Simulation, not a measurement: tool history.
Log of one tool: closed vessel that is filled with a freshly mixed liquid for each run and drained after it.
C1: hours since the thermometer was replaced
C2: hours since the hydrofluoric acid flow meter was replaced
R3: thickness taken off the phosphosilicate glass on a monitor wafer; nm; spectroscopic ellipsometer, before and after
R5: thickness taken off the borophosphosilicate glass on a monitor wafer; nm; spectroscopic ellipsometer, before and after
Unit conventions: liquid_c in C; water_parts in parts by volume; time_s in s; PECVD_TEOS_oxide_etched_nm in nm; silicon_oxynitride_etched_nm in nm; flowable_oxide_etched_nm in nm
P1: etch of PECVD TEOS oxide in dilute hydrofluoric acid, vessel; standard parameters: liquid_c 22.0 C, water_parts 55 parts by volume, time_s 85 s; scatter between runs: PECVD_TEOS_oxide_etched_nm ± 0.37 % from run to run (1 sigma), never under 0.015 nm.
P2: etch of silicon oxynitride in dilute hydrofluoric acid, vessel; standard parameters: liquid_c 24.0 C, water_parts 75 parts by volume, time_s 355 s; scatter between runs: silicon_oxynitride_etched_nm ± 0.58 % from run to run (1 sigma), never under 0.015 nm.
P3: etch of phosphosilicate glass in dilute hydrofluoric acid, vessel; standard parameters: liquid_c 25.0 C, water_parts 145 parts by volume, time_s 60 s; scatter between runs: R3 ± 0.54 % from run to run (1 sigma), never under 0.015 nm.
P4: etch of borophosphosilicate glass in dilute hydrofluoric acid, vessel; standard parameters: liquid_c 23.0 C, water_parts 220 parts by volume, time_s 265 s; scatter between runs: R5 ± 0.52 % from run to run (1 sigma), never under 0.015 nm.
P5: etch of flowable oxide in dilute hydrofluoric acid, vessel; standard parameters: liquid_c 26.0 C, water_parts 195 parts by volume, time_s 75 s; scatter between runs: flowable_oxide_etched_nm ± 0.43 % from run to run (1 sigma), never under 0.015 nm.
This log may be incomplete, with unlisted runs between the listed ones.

run 1 hour=10.8 | process=P1 liquid_c=22.0 water_parts=55 time_s=85 | C1=390.7 C2=221.4 | PECVD_TEOS_oxide_etched_nm=32.920
run 2 hour=19.3 | process=P2 liquid_c=24.0 water_parts=135 time_s=355 | C1=399.2 C2=229.9 | silicon_oxynitride_etched_nm=10.655
run 3 hour=27.6 | process=P3 liquid_c=32.0 water_parts=145 time_s=60 | C1=407.5 C2=238.2 | R3=38.000
run 4 hour=37.7 | process=P1 liquid_c=22.0 water_parts=55 time_s=135 | C1=417.6 C2=248.3 | PECVD_TEOS_oxide_etched_nm=52.088
run 5 hour=44.2 | process=P3 liquid_c=25.0 water_parts=45 time_s=60 | C1=424.1 C2=254.8 | R3=107.490
run 6 hour=52.9 | process=P1 liquid_c=22.0 water_parts=20 time_s=85 | C1=432.8 C2=263.5 | PECVD_TEOS_oxide_etched_nm=93.959
run 7 hour=63.3 | process=P1 liquid_c=29.0 water_parts=55 time_s=155 | C1=443.2 C2=273.9 | PECVD_TEOS_oxide_etched_nm=79.571
-- hour=67.2 thermometer replaced
run 8 hour=74.8 | process=P5 liquid_c=26.0 water_parts=60 time_s=75 | C1=7.7 C2=285.4 | flowable_oxide_etched_nm=38.8570
run 9 hour=82.3 | process=P5 liquid_c=26.0 water_parts=195 time_s=75 | C1=15.2 C2=292.9 | flowable_oxide_etched_nm=10.0510
run 10 hour=92.5 | process=P2 liquid_c=24.0 water_parts=75 time_s=355 | C1=25.4 C2=303.1 | silicon_oxynitride_etched_nm=20.111
run 11 hour=99.3 | process=P1 liquid_c=22.0 water_parts=85 time_s=85 | C1=32.2 C2=309.9 | PECVD_TEOS_oxide_etched_nm=20.457
run 12 hour=107.3 | process=P4 liquid_c=23.0 water_parts=50 time_s=265 | C1=40.2 C2=317.9 | R5=187.840
run 13 hour=118.2 | process=P5 liquid_c=26.0 water_parts=195 time_s=30 | C1=51.1 C2=328.8 | flowable_oxide_etched_nm=4.0281
run 14 hour=124.5 | process=P5 liquid_c=26.0 water_parts=195 time_s=75 | C1=57.4 C2=335.1 | flowable_oxide_etched_nm=10.0580
run 15 hour=130.9 | process=P2 liquid_c=17.0 water_parts=75 time_s=355 | C1=63.8 C2=341.5 | silicon_oxynitride_etched_nm=14.366
run 16 hour=138.6 | process=P1 liquid_c=22.0 water_parts=55 time_s=85 | C1=71.5 C2=349.2 | PECVD_TEOS_oxide_etched_nm=32.757
run 17 hour=147.4 | process=P1 liquid_c=26.5 water_parts=55 time_s=30 | C1=80.3 C2=358.0 | PECVD_TEOS_oxide_etched_nm=14.010
run 18 hour=157.9 | process=P1 liquid_c=26.5 water_parts=55 time_s=30 | C1=90.8 C2=368.5 | PECVD_TEOS_oxide_etched_nm=13.922
run 19 hour=165.9 | process=P4 liquid_c=23.0 water_parts=220 time_s=265 | C1=98.8 C2=376.5 | R5=35.075
run 20 hour=174.1 | process=P1 liquid_c=22.0 water_parts=55 time_s=85 | C1=107.0 C2=384.7 | PECVD_TEOS_oxide_etched_nm=32.668
run 21 hour=179.4 | process=P3 liquid_c=25.0 water_parts=145 time_s=60 | C1=112.3 C2=390.0 | R3=29.401
run 22 hour=188.6 | process=P4 liquid_c=23.0 water_parts=220 time_s=420 | C1=121.5 C2=399.2 | R5=56.210
run 23 hour=194.9 | process=P1 liquid_c=27.0 water_parts=55 time_s=85 | C1=127.8 C2=405.5 | PECVD_TEOS_oxide_etched_nm=40.223
run 24 hour=205.4 | process=P1 liquid_c=22.0 water_parts=55 time_s=85 | C1=138.3 C2=416.0 | PECVD_TEOS_oxide_etched_nm=32.913
run 25 hour=211.1 | process=P4 liquid_c=31.5 water_parts=220 time_s=265 | C1=144.0 C2=421.7 | R5=47.116
run 26 hour=220.6 | process=P3 liquid_c=25.0 water_parts=145 time_s=60 | C1=153.5 C2=431.2 | R3=29.468
run 27 hour=232.2 | process=P3 liquid_c=25.0 water_parts=145 time_s=105 | C1=165.1 C2=442.8 | R3=50.910
run 28 hour=243.6 | process=P4 liquid_c=23.0 water_parts=220 time_s=265 | C1=176.5 C2=454.2 | R5=35.702
run 29 hour=251.2 | process=P1 liquid_c=22.0 water_parts=55 time_s=85 | C1=184.1 C2=461.8 | PECVD_TEOS_oxide_etched_nm=32.804
run 30 hour=261.0 | process=P5 liquid_c=34.0 water_parts=195 time_s=75 | C1=193.9 C2=471.6 | flowable_oxide_etched_nm=13.3550
run 31 hour=271.0 | process=P1 liquid_c=22.0 water_parts=55 time_s=30 | C1=203.9 C2=481.6 | PECVD_TEOS_oxide_etched_nm=11.639
run 32 hour=281.9 | process=P2 liquid_c=24.0 water_parts=75 time_s=715 | C1=214.8 C2=492.5 | silicon_oxynitride_etched_nm=40.467
run 33 hour=288.8 | process=P1 liquid_c=17.0 water_parts=55 time_s=85 | C1=221.7 C2=499.4 | PECVD_TEOS_oxide_etched_nm=26.742
run 34 hour=294.7 | process=P1 liquid_c=22.0 water_parts=55 time_s=85 | C1=227.6 C2=505.3 | PECVD_TEOS_oxide_etched_nm=32.831
run 35 hour=304.2 | process=P1 liquid_c=22.0 water_parts=55 time_s=85 | C1=237.1 C2=514.8 | PECVD_TEOS_oxide_etched_nm=31.598
run 36 hour=313.1 | process=P1 liquid_c=22.0 water_parts=55 time_s=85 | C1=246.0 C2=523.7 | PECVD_TEOS_oxide_etched_nm=31.027
run 37 hour=319.3 | process=P1 liquid_c=22.0 water_parts=55 time_s=85 | C1=252.2 C2=529.9 | PECVD_TEOS_oxide_etched_nm=30.659
run 38 hour=327.2 | process=P1 liquid_c=22.0 water_parts=55 time_s=85 | C1=260.1 C2=537.8 | PECVD_TEOS_oxide_etched_nm=30.422
run 39 hour=333.9 | process=P1 liquid_c=22.0 water_parts=55 time_s=85 | C1=266.8 C2=544.5 | PECVD_TEOS_oxide_etched_nm=30.535
run 40 hour=341.1 | process=P1 liquid_c=22.0 water_parts=55 time_s=85 | C1=274.0 C2=551.7 | PECVD_TEOS_oxide_etched_nm=30.210
run 41 hour=350.7 | process=P1 liquid_c=22.0 water_parts=55 time_s=85 | C1=283.6 C2=561.3 | PECVD_TEOS_oxide_etched_nm=30.302

The output of P1 has drifted from where it used to be. Each of the 2 causes below, taken at the size shown beside it, accounts for the log equally well:
A: liquid colder than its thermometer reads (K) = 1.99
B: hydrofluoric acid flow below the setpoint (%) = 7.48
Creep in the process output first set in at about hour 294.7.

Which of the check runs below tells the causes apart, meaning the causes would give it clearly different results? Each run uses 2 wafers whose results are averaged, and each result is shown as a question mark.
run check 1 hour=360.3 | process=P4 liquid_c=23.0 water_parts=100 time_s=265 | R5=?
run check 2 hour=360.3 | process=P5 liquid_c=34.0 water_parts=195 time_s=40 | flowable_oxide_etched_nm=?
run check 3 hour=360.3 | process=P2 liquid_c=24.0 water_parts=125 time_s=545 | silicon_oxynitride_etched_nm=?
run check 4 hour=360.3 | process=P3 liquid_c=25.0 water_parts=50 time_s=60 | R3=?

What every check run would give for each of its results, assuming each possible cause in turn:
check=check_1 result=R5 if_A=81.857 if_B=81.281
check=check_2 result=flowable_oxide_etched_nm if_A=6.6407 if_B=6.4316
check=check_3 result=silicon_oxynitride_etched_nm if_A=16.264 if_B=16.386
check=check_4 result=R3 if_A=88.377 if_B=88.263
How far apart the two closest causes lie, in the result that separates them most: check 1 0.71 %; check 2 3.2 %; check 3 0.75 %; check 4 0.13 %
Check 2 is the one run that separates the causes; every other check would come out nearly the same whichever cause is at work.

Then check 2 was run and gave: flowable_oxide_etched_nm 6.6235 nm. Which cause is it?

A is the cause: liquid colder than its thermometer reads (K).

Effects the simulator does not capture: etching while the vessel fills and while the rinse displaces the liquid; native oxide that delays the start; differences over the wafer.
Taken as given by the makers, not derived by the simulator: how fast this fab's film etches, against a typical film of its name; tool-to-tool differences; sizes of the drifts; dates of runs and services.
